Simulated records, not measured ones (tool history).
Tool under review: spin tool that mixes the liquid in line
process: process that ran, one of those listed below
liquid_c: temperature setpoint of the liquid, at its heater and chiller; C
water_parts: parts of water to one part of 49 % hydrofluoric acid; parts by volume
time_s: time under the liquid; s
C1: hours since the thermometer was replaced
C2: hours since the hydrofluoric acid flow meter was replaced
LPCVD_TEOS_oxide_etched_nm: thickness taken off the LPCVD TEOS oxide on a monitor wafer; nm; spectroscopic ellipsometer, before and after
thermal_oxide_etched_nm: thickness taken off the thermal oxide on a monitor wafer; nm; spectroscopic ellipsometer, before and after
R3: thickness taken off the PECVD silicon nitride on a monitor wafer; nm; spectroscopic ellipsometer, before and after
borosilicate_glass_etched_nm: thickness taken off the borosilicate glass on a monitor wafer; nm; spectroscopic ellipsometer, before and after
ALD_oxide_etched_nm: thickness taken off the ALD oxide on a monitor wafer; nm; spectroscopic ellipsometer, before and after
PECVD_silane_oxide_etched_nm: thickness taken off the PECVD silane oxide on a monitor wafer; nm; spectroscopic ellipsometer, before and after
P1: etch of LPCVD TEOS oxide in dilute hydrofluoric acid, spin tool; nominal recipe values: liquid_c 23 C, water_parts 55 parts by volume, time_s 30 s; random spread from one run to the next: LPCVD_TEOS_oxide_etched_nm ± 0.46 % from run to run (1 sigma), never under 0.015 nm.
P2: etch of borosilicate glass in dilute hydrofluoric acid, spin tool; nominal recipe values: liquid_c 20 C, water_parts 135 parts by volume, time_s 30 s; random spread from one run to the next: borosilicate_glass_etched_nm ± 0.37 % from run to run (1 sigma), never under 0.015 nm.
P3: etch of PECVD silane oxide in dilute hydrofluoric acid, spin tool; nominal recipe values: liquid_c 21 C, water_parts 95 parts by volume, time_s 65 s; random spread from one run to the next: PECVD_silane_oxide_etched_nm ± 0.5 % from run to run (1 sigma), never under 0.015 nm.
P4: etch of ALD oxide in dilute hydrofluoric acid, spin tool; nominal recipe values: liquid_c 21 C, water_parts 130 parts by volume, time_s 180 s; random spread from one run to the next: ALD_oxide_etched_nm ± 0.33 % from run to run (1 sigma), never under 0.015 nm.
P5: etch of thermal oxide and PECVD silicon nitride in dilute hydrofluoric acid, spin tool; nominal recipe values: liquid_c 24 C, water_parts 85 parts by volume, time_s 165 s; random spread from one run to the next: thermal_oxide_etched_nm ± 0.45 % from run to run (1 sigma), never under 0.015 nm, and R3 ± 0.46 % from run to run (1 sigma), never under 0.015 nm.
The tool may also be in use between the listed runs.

Run 1, hour 9.8: process P1, liquid_c 23 C, water_parts 55 parts by volume, time_s 30 s; C1 2182.1; C2 1217.1. Result: LPCVD_TEOS_oxide_etched_nm 30.434 nm.
Run 2, hour 20.4: process P5, liquid_c 24 C, water_parts 85 parts by volume, time_s 165 s; C1 2192.7; C2 1227.7. Result: thermal_oxide_etched_nm 9.7673 nm, R3 7.2431 nm.
Run 3, hour 28.3: process P5, liquid_c 24 C, water_parts 85 parts by volume, time_s 45 s; C1 2200.6; C2 1235.6. Result: thermal_oxide_etched_nm 2.6724 nm, R3 1.9835 nm.
Run 4, hour 36.2: process P1, liquid_c 23 C, water_parts 55 parts by volume, time_s 30 s; C1 2208.5; C2 1243.5. Result: LPCVD_TEOS_oxide_etched_nm 30.442 nm.
Run 5, hour 42.4: process P2, liquid_c 20 C, water_parts 135 parts by volume, time_s 30 s; C1 2214.7; C2 1249.7. Result: borosilicate_glass_etched_nm 8.4385 nm.
Run 6, hour 48.2: process P2, liquid_c 24.5 C, water_parts 135 parts by volume, time_s 30 s; C1 2220.5; C2 1255.5. Result: borosilicate_glass_etched_nm 10.016 nm.
Run 7, hour 60.1: process P1, liquid_c 23 C, water_parts 100 parts by volume, time_s 30 s; C1 2232.4; C2 1267.4. Result: LPCVD_TEOS_oxide_etched_nm 15.704 nm.
Run 8, hour 68: process P1, liquid_c 23 C, water_parts 55 parts by volume, time_s 30 s; C1 2240.3; C2 1275.3. Result: LPCVD_TEOS_oxide_etched_nm 30.704 nm.
Run 9, hour 74.9: process P2, liquid_c 20 C, water_parts 135 parts by volume, time_s 30 s; C1 2247.2; C2 1282.2. Result: borosilicate_glass_etched_nm 8.3893 nm.
Run 10, hour 80.7: process P1, liquid_c 23 C, water_parts 20 parts by volume, time_s 30 s; C1 2253; C2 1288. Result: LPCVD_TEOS_oxide_etched_nm 87.501 nm.
Run 11, hour 88.4: process P5, liquid_c 24 C, water_parts 35 parts by volume, time_s 165 s; C1 2260.7; C2 1295.7. Result: thermal_oxide_etched_nm 25.9 nm, R3 17.223 nm.
Run 12, hour 96.7: process P5, liquid_c 24 C, water_parts 85 parts by volume, time_s 165 s; C1 2269; C2 1304. Result: thermal_oxide_etched_nm 9.9839 nm, R3 7.1783 nm.
Run 13, hour 105.3: process P4, liquid_c 24.5 C, water_parts 130 parts by volume, time_s 180 s; C1 2277.6; C2 1312.6. Result: ALD_oxide_etched_nm 15.888 nm.
Run 14, hour 115.7: process P4, liquid_c 21 C, water_parts 210 parts by volume, time_s 180 s; C1 2288; C2 1323. Result: ALD_oxide_etched_nm 7.9095 nm.
Run 15, hour 123.4: process P1, liquid_c 17 C, water_parts 55 parts by volume, time_s 30 s; C1 2295.7; C2 1330.7. Result: LPCVD_TEOS_oxide_etched_nm 23.596 nm.
Run 16, hour 132.2: process P3, liquid_c 17 C, water_parts 95 parts by volume, time_s 65 s; C1 2304.5; C2 1339.5. Result: PECVD_silane_oxide_etched_nm 25.664 nm.
Run 17, hour 144: process P1, liquid_c 23 C, water_parts 55 parts by volume, time_s 30 s; C1 2316.3; C2 1351.3. Result: LPCVD_TEOS_oxide_etched_nm 30.657 nm.
Run 18, hour 152.8: process P5, liquid_c 28.5 C, water_parts 85 parts by volume, time_s 165 s; C1 2325.1; C2 1360.1. Result: thermal_oxide_etched_nm 11.703 nm, R3 9.6821 nm.
Run 19, hour 162.1: process P4, liquid_c 21 C, water_parts 130 parts by volume, time_s 280 s; C1 2334.4; C2 1369.4. Result: ALD_oxide_etched_nm 21.545 nm.
Run 20, hour 169.6: process P4, liquid_c 21 C, water_parts 130 parts by volume, time_s 180 s; C1 2341.9; C2 1376.9. Result: ALD_oxide_etched_nm 13.802 nm.
Run 21, hour 177.4: process P1, liquid_c 23 C, water_parts 55 parts by volume, time_s 30 s; C1 2349.7; C2 1384.7. Result: LPCVD_TEOS_oxide_etched_nm 30.349 nm.
Run 22, hour 182.7: process P1, liquid_c 23 C, water_parts 55 parts by volume, time_s 15 s; C1 2355; C2 1390. Result: LPCVD_TEOS_oxide_etched_nm 15.09 nm.
Run 23, hour 193.7: process P1, liquid_c 23 C, water_parts 55 parts by volume, time_s 30 s; C1 2366; C2 1401. Result: LPCVD_TEOS_oxide_etched_nm 30.207 nm.
Run 24, hour 202.8: process P3, liquid_c 21 C, water_parts 95 parts by volume, time_s 65 s; C1 2375.1; C2 1410.1. Result: PECVD_silane_oxide_etched_nm 30.261 nm.
Run 25, hour 212.7: process P3, liquid_c 21 C, water_parts 95 parts by volume, time_s 65 s; C1 2385; C2 1420. Result: PECVD_silane_oxide_etched_nm 30.306 nm.
Run 26, hour 224.4: process P1, liquid_c 23 C, water_parts 55 parts by volume, time_s 55 s; C1 2396.7; C2 1431.7. Result: LPCVD_TEOS_oxide_etched_nm 55.359 nm.
Run 27, hour 235.8: process P3, liquid_c 21 C, water_parts 95 parts by volume, time_s 115 s; C1 2408.1; C2 1443.1. Result: PECVD_silane_oxide_etched_nm 53.4 nm.
Run 28, hour 247.5: process P2, liquid_c 20 C, water_parts 135 parts by volume, time_s 15 s; C1 2419.8; C2 1454.8. Result: borosilicate_glass_etched_nm 4.2459 nm.
Run 29, hour 255.6: process P1, liquid_c 30 C, water_parts 80 parts by volume, time_s 30 s; C1 2427.9; C2 1462.9. Result: LPCVD_TEOS_oxide_etched_nm 26.654 nm.
Run 30, hour 266.4: process P1, liquid_c 23 C, water_parts 55 parts by volume, time_s 30 s; C1 2438.7; C2 1473.7. Result: LPCVD_TEOS_oxide_etched_nm 30.036 nm.
Run 31, hour 277.7: process P2, liquid_c 20 C, water_parts 20 parts by volume, time_s 30 s; C1 2450; C2 1485. Result: borosilicate_glass_etched_nm 65.084 nm.
Run 32, hour 285.5: process P3, liquid_c 21 C, water_parts 20 parts by volume, time_s 65 s; C1 2457.8; C2 1492.8. Result: PECVD_silane_oxide_etched_nm 157.72 nm.
Run 33, hour 293.5: process P1, liquid_c 28.5 C, water_parts 55 parts by volume, time_s 30 s; C1 2465.8; C2 1500.8. Result: LPCVD_TEOS_oxide_etched_nm 37.719 nm.
Run 34, hour 299.3: process P4, liquid_c 21 C, water_parts 130 parts by volume, time_s 180 s; C1 2471.6; C2 1506.6. Result: ALD_oxide_etched_nm 13.873 nm.
Run 35, hour 309.3: process P1, liquid_c 23 C, water_parts 55 parts by volume, time_s 30 s; C1 2481.6; C2 1516.6. Result: LPCVD_TEOS_oxide_etched_nm 30.123 nm.
Run 36, hour 319.4: process P1, liquid_c 23 C, water_parts 55 parts by volume, time_s 30 s; C1 2491.7; C2 1526.7. Result: LPCVD_TEOS_oxide_etched_nm 29.78 nm.
Run 37, hour 329.6: process P1, liquid_c 23 C, water_parts 55 parts by volume, time_s 30 s; C1 2501.9; C2 1536.9. Result: LPCVD_TEOS_oxide_etched_nm 29.184 nm.
Run 38, hour 339: process P1, liquid_c 23 C, water_parts 55 parts by volume, time_s 30 s; C1 2511.3; C2 1546.3. Result: LPCVD_TEOS_oxide_etched_nm 28.742 nm.
Run 39, hour 350.8: process P1, liquid_c 23 C, water_parts 55 parts by volume, time_s 30 s; C1 2523.1; C2 1558.1. Result: LPCVD_TEOS_oxide_etched_nm 28.427 nm.
Run 40, hour 358.6: process P1, liquid_c 23 C, water_parts 55 parts by volume, time_s 30 s; C1 2530.9; C2 1565.9. Result: LPCVD_TEOS_oxide_etched_nm 28.687 nm.
Run 41, hour 369.5: process P1, liquid_c 23 C, water_parts 55 parts by volume, time_s 30 s; C1 2541.8; C2 1576.8. Result: LPCVD_TEOS_oxide_etched_nm 28.201 nm.
Run 42, hour 377.3: process P1, liquid_c 23 C, water_parts 55 parts by volume, time_s 30 s; C1 2549.6; C2 1584.6. Result: LPCVD_TEOS_oxide_etched_nm 28.463 nm.
Run 43, hour 388.6: process P1, liquid_c 23 C, water_parts 55 parts by volume, time_s 30 s; C1 2560.9; C2 1595.9. Result: LPCVD_TEOS_oxide_etched_nm 28.232 nm.
Run 44, hour 394.4: process P1, liquid_c 23 C, water_parts 55 parts by volume, time_s 30 s; C1 2566.7; C2 1601.7. Result: LPCVD_TEOS_oxide_etched_nm 28.301 nm.
Run 45, hour 405.4: process P1, liquid_c 23 C, water_parts 55 parts by volume, time_s 30 s; C1 2577.7; C2 1612.7. Result: LPCVD_TEOS_oxide_etched_nm 28.264 nm.
Run 46, hour 411.2: process P1, liquid_c 23 C, water_parts 55 parts by volume, time_s 30 s; C1 2583.5; C2 1618.5. Result: LPCVD_TEOS_oxide_etched_nm 28.17 nm.

Compared with where it was, what P1 gives has crept away. Each cause listed below fits the log as well as the rest, at the size given for it:
A: hydrofluoric acid flow below the setpoint (%) = 6.57
B: liquid colder than its thermometer reads (K) = 1.76
The drift started at roughly hour 309.3.

Listed below are the offered check runs, one wafer per run, with question marks in place of results. For which of them would the causes give clearly different outcomes?
Run check 1, hour 417: process P5, liquid_c 24 C, water_parts 85 parts by volume, time_s 165 s. Result: thermal_oxide_etched_nm ?, R3 ?.
Run check 2, hour 417: process P4, liquid_c 21 C, water_parts 130 parts by volume, time_s 180 s. Result: ALD_oxide_etched_nm ?.
Run check 3, hour 417: process P3, liquid_c 21 C, water_parts 95 parts by volume, time_s 65 s. Result: PECVD_silane_oxide_etched_nm ?.
Run check 4, hour 417: process P2, liquid_c 20 C, water_parts 135 parts by volume, time_s 30 s. Result: borosilicate_glass_etched_nm ?.

How each check would come out, cause by cause:
  check                        result    if A    if B
check 1       thermal_oxide_etched_nm  9.1595  9.2001
check 1                            R3  6.7686   6.435
check 2           ALD_oxide_etched_nm  12.795  12.885
check 3  PECVD_silane_oxide_etched_nm  28.079  28.168
check 4  borosilicate_glass_etched_nm   7.796   7.848
Smallest distance between any two causes, each pair judged by its most separating result, in per cent: check 1 5.05 %; check 2 0.71 %; check 3 0.32 %; check 4 0.66 %
The causes can be told apart only by check 1. The other checks would give nearly the same results under each of them.

Here is what check 1 returned: thermal_oxide_etched_nm 9.1194 nm; R3 6.4396 nm. Which cause is it?

It was cause B: liquid colder than its thermometer reads (K).
